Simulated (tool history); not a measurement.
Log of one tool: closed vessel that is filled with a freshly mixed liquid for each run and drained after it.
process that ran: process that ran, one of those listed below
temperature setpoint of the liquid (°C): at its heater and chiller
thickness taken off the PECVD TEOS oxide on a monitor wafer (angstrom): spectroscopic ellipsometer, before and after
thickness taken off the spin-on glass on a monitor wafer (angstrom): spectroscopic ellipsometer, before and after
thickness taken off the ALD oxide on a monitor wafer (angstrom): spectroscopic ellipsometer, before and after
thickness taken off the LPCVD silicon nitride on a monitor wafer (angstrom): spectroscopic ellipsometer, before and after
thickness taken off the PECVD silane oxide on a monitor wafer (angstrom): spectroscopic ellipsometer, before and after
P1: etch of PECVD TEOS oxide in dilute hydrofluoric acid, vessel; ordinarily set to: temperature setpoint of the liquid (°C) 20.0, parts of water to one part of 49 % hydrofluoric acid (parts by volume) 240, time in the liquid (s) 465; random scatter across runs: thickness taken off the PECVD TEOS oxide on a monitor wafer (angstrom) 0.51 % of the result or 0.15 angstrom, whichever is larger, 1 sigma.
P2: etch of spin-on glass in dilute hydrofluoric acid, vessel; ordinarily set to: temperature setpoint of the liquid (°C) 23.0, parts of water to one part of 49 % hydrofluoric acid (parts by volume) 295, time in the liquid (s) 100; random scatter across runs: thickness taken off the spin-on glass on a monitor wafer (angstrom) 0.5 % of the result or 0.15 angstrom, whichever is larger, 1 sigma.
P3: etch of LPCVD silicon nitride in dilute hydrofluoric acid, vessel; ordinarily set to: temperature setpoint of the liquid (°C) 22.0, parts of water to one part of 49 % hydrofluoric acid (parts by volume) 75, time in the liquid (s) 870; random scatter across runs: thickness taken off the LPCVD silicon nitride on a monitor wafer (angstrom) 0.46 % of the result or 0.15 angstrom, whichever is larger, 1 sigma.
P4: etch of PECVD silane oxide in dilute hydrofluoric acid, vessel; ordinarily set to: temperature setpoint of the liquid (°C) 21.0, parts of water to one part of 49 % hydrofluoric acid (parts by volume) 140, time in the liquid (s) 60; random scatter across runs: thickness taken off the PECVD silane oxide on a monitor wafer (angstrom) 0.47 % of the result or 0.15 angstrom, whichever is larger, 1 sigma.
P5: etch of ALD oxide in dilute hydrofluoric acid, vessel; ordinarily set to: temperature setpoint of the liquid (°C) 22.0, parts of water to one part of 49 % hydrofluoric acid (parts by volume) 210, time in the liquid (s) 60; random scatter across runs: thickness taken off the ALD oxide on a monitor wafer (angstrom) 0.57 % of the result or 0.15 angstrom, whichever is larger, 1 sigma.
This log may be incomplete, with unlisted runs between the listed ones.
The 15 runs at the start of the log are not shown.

run,day,process that ran,temperature setpoint of the liquid (°C),parts of water to one part of 49 % hydrofluoric acid (parts by volume),time in the liquid (s),hours since the thermometer was replaced,hours since the hydrofluoric acid flow meter was replaced,thickness taken off the PECVD TEOS oxide on a monitor wafer (angstrom),thickness taken off the spin-on glass on a monitor wafer (angstrom),thickness taken off the ALD oxide on a monitor wafer (angstrom),thickness taken off the LPCVD silicon nitride on a monitor wafer (angstrom),thickness taken off the PECVD silane oxide on a monitor wafer (angstrom)
16,7.129,P4,21.0,140,60,922.9,1206.2,,,,,121.660
17,7.712,P4,21.0,140,60,936.9,1220.2,,,,,122.240
18,8.242,P2,17.0,295,100,949.6,1232.9,,50.004,,,
19,8.667,P4,21.0,140,90,959.8,1243.1,,,,,182.020
20,9.262,P1,20.0,240,465,974.1,1257.4,230.020,,,,
21,9.788,P1,20.0,240,180,986.7,1270.0,89.936,,,,
22,10.158,P5,22.0,210,30,995.6,1278.9,,,26.398,,
23,10.675,P3,22.0,75,870,1008.0,1291.3,,,,46.567,
24,11.067,P3,26.0,75,870,1017.4,1300.7,,,,60.847,
25,11.729,P1,20.0,90,465,1033.3,1316.6,713.500,,,,
26,12.075,P4,21.0,205,60,1041.6,1324.9,,,,,77.942
27,12.400,P1,20.0,240,465,1049.4,1332.7,231.230,,,,
28,12.879,P2,23.0,295,100,1060.9,1344.2,,62.390,,,
29,13.521,P1,17.0,240,250,1076.3,1359.6,110.880,,,,
30,14.129,P3,22.0,115,870,1090.9,1374.2,,,,30.731,
31,14.471,P4,17.0,140,60,1099.1,1382.4,,,,,103.440
32,14.846,P1,20.0,240,465,1108.1,1391.4,232.370,,,,
33,15.429,P1,20.0,240,465,1122.1,1405.4,225.420,,,,
34,15.767,P1,20.0,240,465,1130.2,1413.5,221.640,,,,
35,16.300,P1,20.0,240,465,1143.0,1426.3,220.000,,,,
36,16.804,P1,20.0,240,465,1155.1,1438.4,218.880,,,,
37,17.133,P1,20.0,240,465,1163.0,1446.3,217.710,,,,
38,17.612,P1,20.0,240,465,1174.5,1457.8,218.260,,,,
39,18.262,P1,20.0,240,465,1190.1,1473.4,219.030,,,,

For run 40, what comes out?
40,18.846,P1,20.0,240,465,1204.1,1487.4,?,,,,

thickness taken off the PECVD TEOS oxide on a monitor wafer (angstrom): 216.770
